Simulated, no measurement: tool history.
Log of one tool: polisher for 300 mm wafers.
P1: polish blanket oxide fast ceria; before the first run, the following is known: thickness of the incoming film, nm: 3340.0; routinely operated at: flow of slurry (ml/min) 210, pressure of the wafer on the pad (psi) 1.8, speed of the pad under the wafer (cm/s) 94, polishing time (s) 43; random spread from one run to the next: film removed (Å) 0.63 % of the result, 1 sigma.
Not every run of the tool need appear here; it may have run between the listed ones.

run    day  flow of slurry (ml/min)  pressure of the wafer on the pad (psi)  speed of the pad under the wafer (cm/s)  polishing time (s)  wafers polished on this pad  hours since the slurry nozzle was cleaned  hours since the head pressure was calibrated  film removed (Å)
  1  0.146                      210                                     1.8                                       94                  43                          499                                       69.4                                         692.0            3488.0
  2  0.246                      210                                     1.8                                       94                  43                          517                                       71.8                                         694.4            3475.8
  3  0.421                      210                                     1.8                                      126                  43                          547                                       76.0                                         698.6            4679.9
  4  0.521                      210                                     1.8                                       70                  43                          565                                       78.4                                         701.0            2550.2
  5  0.700                      210                                     1.1                                       94                  43                          596                                       82.7                                         705.3            2137.3
  6  0.867                      125                                     1.8                                       94                  24                          625                                       86.7                                         709.3            1802.1
  7  1.042                      210                                     1.8                                       94                  43                          656                                       90.9                                         713.5            3431.0
  8  1.183                      210                                     2.5                                       94                  43                          680                                       94.3                                         716.9            4834.9
  9  1.333                      210                                     1.8                                       94                  25                          707                                       97.9                                         720.5            2025.3
 10  1.496                      210                                     1.8                                       94                  43                          735                                      101.8                                         724.4            3499.1
 11  1.646                      310                                     1.8                                       94                  43                          761                                      105.4                                         728.0            3634.6
 12  1.842                      210                                     1.8                                      134                  21                          795                                      110.1                                         732.7            2435.4
 13  1.979                      125                                     1.8                                       94                  43                          819                                      113.4                                         736.0            3219.0
 14  2.146                      210                                     1.8                                       94                  43                          848                                      117.4                                         740.0            3504.0
 15  2.246                      210                                     1.8                                       94                  57                          866                                      119.8                                         742.4            4610.8
 16  2.358                      210                                     1.8                                       94                  43                          885                                      122.5                                         745.1            3503.6
 17  2.471                      210                                     1.8                                       94                  43                          905                                      125.2                                         747.8            3368.6
 18  2.571                      210                                     1.8                                       94                  43                          923                                      127.6                                         750.2            3331.5
 19  2.746                      210                                     1.8                                       94                  43                          953                                      131.8                                         754.4            3293.3
 20  2.858                      210                                     1.8                                       94                  43                          973                                      134.5                                         757.1            3335.9
     2.883  -- head pressure recalibrated
 21  2.992                      210                                     1.8                                       94                  43                          996                                      137.7                                           2.7            3281.7
 22  3.117                      210                                     1.8                                       94                  43                         1018                                      140.7                                           5.7            3281.3
 23  3.275                      210                                     1.8                                       94                  43                         1045                                      144.5                                           9.5            3272.0
 24  3.467                      210                                     1.8                                       94                  43                         1079                                      149.1                                          14.1            3237.8
 25  3.612                      210                                     1.8                                       94                  43                         1104                                      152.6                                          17.6            3269.4

The output of P1 has drifted from where it used to be. Each of the 2 causes below, taken at the size shown beside it, accounts for the log equally well:
A: slurry flow missing at the pad, % = 34.4
B: removal rate lost through wear of the pad, % = 6.34
Onset of the creep was near day 2.358.
What rules out each remaining cause:
head's pressure below its setpoint, %: its service at day 2.883 followed the start of the drift and did not put the process back to its old value

Which of the check runs below tells the causes apart, meaning the causes would give it clearly different results? Each run uses 5 wafers whose results are averaged, and each result is shown as a question mark.
check 1  3.758                      155                                     1.8                                       94                  43                                                                                                                                       ?
check 2  3.758                      210                                     1.8                                      114                  43                                                                                                                                       ?
check 3  3.758                      210                                     1.8                                       76                  43                                                                                                                                       ?
check 4  3.758                      210                                     1.4                                       94                  43                                                                                                                                       ?

What every check run would give for each of its results, assuming each possible cause in turn:
  check            result    if A    if B
check 1  film removed (Å)  3057.3  3122.2
check 2  film removed (Å)  3958.9  3959.0
check 3  film removed (Å)  2639.3  2639.3
check 4  film removed (Å)  2539.0  2539.0
How far apart the two closest causes lie, in the result that separates them most: check 1 2.1 %; check 2 0 %; check 3 0 %; check 4 0 %
The other checks would show nearly matching results whichever cause is true, so check 1 is the only one that separates the causes.

Check 1 has now been run. It gave: film removed (Å) 3114.2. Which of the candidate causes is it?

It was cause B: removal rate lost through wear of the pad, %.

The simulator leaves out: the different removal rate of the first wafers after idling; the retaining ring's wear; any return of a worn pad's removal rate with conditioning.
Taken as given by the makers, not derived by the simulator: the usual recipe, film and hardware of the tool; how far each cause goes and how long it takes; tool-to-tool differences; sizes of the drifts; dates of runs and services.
